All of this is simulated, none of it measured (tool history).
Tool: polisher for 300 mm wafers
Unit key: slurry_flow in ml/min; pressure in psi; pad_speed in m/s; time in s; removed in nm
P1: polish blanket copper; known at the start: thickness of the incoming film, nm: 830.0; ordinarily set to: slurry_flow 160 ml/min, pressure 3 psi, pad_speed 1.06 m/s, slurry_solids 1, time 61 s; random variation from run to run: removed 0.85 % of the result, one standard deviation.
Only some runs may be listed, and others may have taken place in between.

| run | hour | slurry_flow | pressure | pad_speed | slurry_solids | time | removed |
|---|---|---|---|---|---|---|---|
| 1 | 3.9 | 160 | 3 | 1.06 | 1 | 61 | 211.57 |
|  | 7.2 | slurry blender recalibrated |
| 2 | 7.4 | 160 | 3 | 1.06 | 1.5 | 61 | 227 |
| 3 | 11.8 | 160 | 3 | 1.06 | 1 | 80 | 272.82 |
| 4 | 16.4 | 160 | 3 | 0.62 | 1 | 61 | 118.74 |
| 5 | 18.6 | 160 | 3 | 1.06 | 1 | 61 | 205.63 |
| 6 | 21.2 | 160 | 1.5 | 1.06 | 1 | 61 | 103.38 |
| 7 | 25.8 | 160 | 3 | 1.06 | 0.55 | 61 | 183.42 |
| 8 | 29.9 | 160 | 4.7 | 1.06 | 1 | 61 | 327.86 |
| 9 | 32.3 | 160 | 3 | 1.06 | 1 | 44 | 149.33 |
| 10 | 36.5 | 240 | 3 | 1.06 | 1 | 61 | 218.5 |
| 11 | 40.1 | 160 | 3 | 1.06 | 1 | 61 | 207.68 |
| 12 | 43.7 | 160 | 3 | 1.06 | 1 | 61 | 210.45 |
|  | 46.4 | worn pad replaced by a new one |
| 13 | 48 | 95 | 3 | 1.06 | 1 | 61 | 186.06 |
| 14 | 50.3 | 160 | 3 | 1.36 | 1 | 85 | 367.26 |
| 15 | 53.2 | 160 | 3 | 1.06 | 1 | 61 | 210.61 |
| 16 | 56.7 | 160 | 3 | 1.5 | 1 | 61 | 292.12 |
| 17 | 60.9 | 160 | 3 | 1.48 | 0.6 | 61 | 257.85 |
| 18 | 64.9 | 160 | 3 | 1.06 | 1 | 61 | 206.7 |
| 19 | 69.3 | 160 | 3 | 1.06 | 1 | 61 | 206.2 |
| 20 | 71.4 | 160 | 3 | 1.06 | 1 | 61 | 202.79 |
| 21 | 74.4 | 160 | 3 | 1.06 | 1 | 61 | 201.58 |
| 22 | 77.2 | 160 | 3 | 1.06 | 1 | 61 | 195.56 |
| 23 | 80.6 | 160 | 3 | 1.06 | 1 | 61 | 190.75 |
| 24 | 84.8 | 160 | 3 | 1.06 | 1 | 61 | 190.24 |
| 25 | 89 | 160 | 3 | 1.06 | 1 | 61 | 192.46 |
|  | 91.7 | worn pad replaced by a new one |
| 26 | 92.8 | 160 | 3 | 1.06 | 1 | 61 | 186.86 |
|  | 94.9 | slurry blender recalibrated |
| 27 | 95.2 | 160 | 3 | 1.06 | 1 | 61 | 184.55 |
| 28 | 98.3 | 160 | 3 | 1.06 | 1 | 61 | 187.65 |
| 29 | 100.4 | 160 | 3 | 1.06 | 1 | 61 | 183.35 |
| 30 | 104.1 | 160 | 3 | 1.06 | 1 | 61 | 188.13 |

The log shows P1 creeping away from where it was. Any of the 2 causes listed here, at the size stated for it, fits the log just as well as the others:
A: head's pressure below its setpoint, % = 9.79
B: slurry flow missing at the pad, % = 39.3
The gradual shift began around hour 69.3.
Ruled out, with reasons:
removal rate lost through wear of the pad, %: serviced at hour 91.7, after the change had begun; the process did not return to its earlier output
abrasive missing from the slurry, %: serviced at hour 94.9, after the change had begun; the process did not return to its earlier output

The 4 check runs listed below each average the results of 2 wafers, and their outcomes are marked with question marks. Under which run would the listed causes produce clearly different results?
| check 1 | 107.8 | 160 | 3 | 0.82 | 0.8 | 61 | ? |
| check 2 | 107.8 | 160 | 3 | 0.8 | 1 | 61 | ? |
| check 3 | 107.8 | 105 | 3 | 1.06 | 1 | 61 | ? |
| check 4 | 107.8 | 160 | 2.1 | 1.06 | 1 | 61 | ? |

What every check run would give for each of its results, assuming each possible cause in turn:
| check | result | if A | if B |
|---|---|---|---|
| check 1 | removed | 138.33 | 138.35 |
| check 2 | removed | 141.48 | 141.49 |
| check 3 | removed | 172.42 | 164.65 |
| check 4 | removed | 131.22 | 131.23 |
Separation of the two closest causes in each check, using whichever result separates them best: check 1 0.01 %; check 2 0.01 %; check 3 4.61 %; check 4 0.01 %
Only in check 3 would the causes give clearly different results; in the remaining checks their results would be nearly the same.

Check 3 was then run and gave: removed 162.56 nm. Which cause is it?

It is B: slurry flow missing at the pad, %.
